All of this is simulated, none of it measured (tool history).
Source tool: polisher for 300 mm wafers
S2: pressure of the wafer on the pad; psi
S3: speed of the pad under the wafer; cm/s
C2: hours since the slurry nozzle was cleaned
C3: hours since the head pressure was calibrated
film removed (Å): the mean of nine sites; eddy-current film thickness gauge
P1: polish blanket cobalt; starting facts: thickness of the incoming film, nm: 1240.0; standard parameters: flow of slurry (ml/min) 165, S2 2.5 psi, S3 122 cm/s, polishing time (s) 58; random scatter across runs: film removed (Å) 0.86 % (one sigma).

run 1 day=0.729 | flow_of_slurry_(ml/min)=165 S2=2.5 S3=122 polishing_time_(s)=58 | wafers_polished_on_this_pad=563 C2=600.9 C3=381.2 | film_removed_(Å)=5091.2
run 2 day=1.358 | flow_of_slurry_(ml/min)=100 S2=1.5 S3=122 polishing_time_(s)=58 | wafers_polished_on_this_pad=785 C2=616.0 C3=396.3 | film_removed_(Å)=2790.4
run 3 day=2.029 | flow_of_slurry_(ml/min)=165 S2=2.5 S3=122 polishing_time_(s)=30 | wafers_polished_on_this_pad=1021 C2=632.1 C3=412.4 | film_removed_(Å)=2603.4
run 4 day=2.679 | flow_of_slurry_(ml/min)=165 S2=2.5 S3=174 polishing_time_(s)=58 | wafers_polished_on_this_pad=1251 C2=647.7 C3=428.0 | film_removed_(Å)=7281.2
run 5 day=3.138 | flow_of_slurry_(ml/min)=120 S2=2.5 S3=94 polishing_time_(s)=58 | wafers_polished_on_this_pad=1412 C2=658.7 C3=439.0 | film_removed_(Å)=3712.6
run 6 day=3.533 | flow_of_slurry_(ml/min)=165 S2=2.5 S3=122 polishing_time_(s)=91 | wafers_polished_on_this_pad=1552 C2=668.2 C3=448.5 | film_removed_(Å)=8060.8
run 7 day=4.012 | flow_of_slurry_(ml/min)=235 S2=2.5 S3=122 polishing_time_(s)=58 | wafers_polished_on_this_pad=1721 C2=679.7 C3=460.0 | film_removed_(Å)=5386.0
run 8 day=4.638 | flow_of_slurry_(ml/min)=165 S2=2.5 S3=122 polishing_time_(s)=58 | wafers_polished_on_this_pad=1942 C2=694.7 C3=475.0 | film_removed_(Å)=5090.8
run 9 day=5.108 | flow_of_slurry_(ml/min)=165 S2=2.5 S3=54 polishing_time_(s)=58 | wafers_polished_on_this_pad=2108 C2=706.0 C3=486.3 | film_removed_(Å)=2307.3
run 10 day=5.721 | flow_of_slurry_(ml/min)=165 S2=2.5 S3=122 polishing_time_(s)=58 | wafers_polished_on_this_pad=2324 C2=720.7 C3=501.0 | film_removed_(Å)=5053.0
run 11 day=6.133 | flow_of_slurry_(ml/min)=165 S2=2.5 S3=122 polishing_time_(s)=58 | wafers_polished_on_this_pad=2469 C2=730.6 C3=510.9 | film_removed_(Å)=5053.4
run 12 day=6.804 | flow_of_slurry_(ml/min)=165 S2=1.6 S3=122 polishing_time_(s)=58 | wafers_polished_on_this_pad=2706 C2=746.7 C3=527.0 | film_removed_(Å)=3274.0
run 13 day=7.592 | flow_of_slurry_(ml/min)=165 S2=3.5 S3=122 polishing_time_(s)=58 | wafers_polished_on_this_pad=2984 C2=765.6 C3=545.9 | film_removed_(Å)=7141.5
run 14 day=7.954 | flow_of_slurry_(ml/min)=100 S2=2.5 S3=122 polishing_time_(s)=58 | wafers_polished_on_this_pad=3112 C2=774.3 C3=554.6 | film_removed_(Å)=4717.5
run 15 day=8.517 | flow_of_slurry_(ml/min)=165 S2=2.5 S3=122 polishing_time_(s)=58 | wafers_polished_on_this_pad=3310 C2=787.8 C3=568.1 | film_removed_(Å)=5113.4
run 16 day=8.904 | flow_of_slurry_(ml/min)=165 S2=1.5 S3=186 polishing_time_(s)=58 | wafers_polished_on_this_pad=3447 C2=797.1 C3=577.4 | film_removed_(Å)=4638.3
run 17 day=9.592 | flow_of_slurry_(ml/min)=165 S2=2.5 S3=122 polishing_time_(s)=58 | wafers_polished_on_this_pad=3689 C2=813.6 C3=593.9 | film_removed_(Å)=5113.2
run 18 day=10.221 | flow_of_slurry_(ml/min)=165 S2=2.5 S3=122 polishing_time_(s)=58 | wafers_polished_on_this_pad=3911 C2=828.7 C3=609.0 | film_removed_(Å)=5017.3
run 19 day=10.675 | flow_of_slurry_(ml/min)=165 S2=2.5 S3=122 polishing_time_(s)=58 | wafers_polished_on_this_pad=4071 C2=839.6 C3=619.9 | film_removed_(Å)=4888.3
run 20 day=11.425 | flow_of_slurry_(ml/min)=165 S2=2.5 S3=122 polishing_time_(s)=58 | wafers_polished_on_this_pad=4336 C2=857.6 C3=637.9 | film_removed_(Å)=4752.9

Run 21 is up next; what results do you expect?
run 21 day=12.142 | flow_of_slurry_(ml/min)=165 S2=2.5 S3=122 polishing_time_(s)=58 | wafers_polished_on_this_pad=4589 C2=874.8 C3=655.1 | film_removed_(Å)=?

{"run 21": {"film removed (Å)": 4771.7}}

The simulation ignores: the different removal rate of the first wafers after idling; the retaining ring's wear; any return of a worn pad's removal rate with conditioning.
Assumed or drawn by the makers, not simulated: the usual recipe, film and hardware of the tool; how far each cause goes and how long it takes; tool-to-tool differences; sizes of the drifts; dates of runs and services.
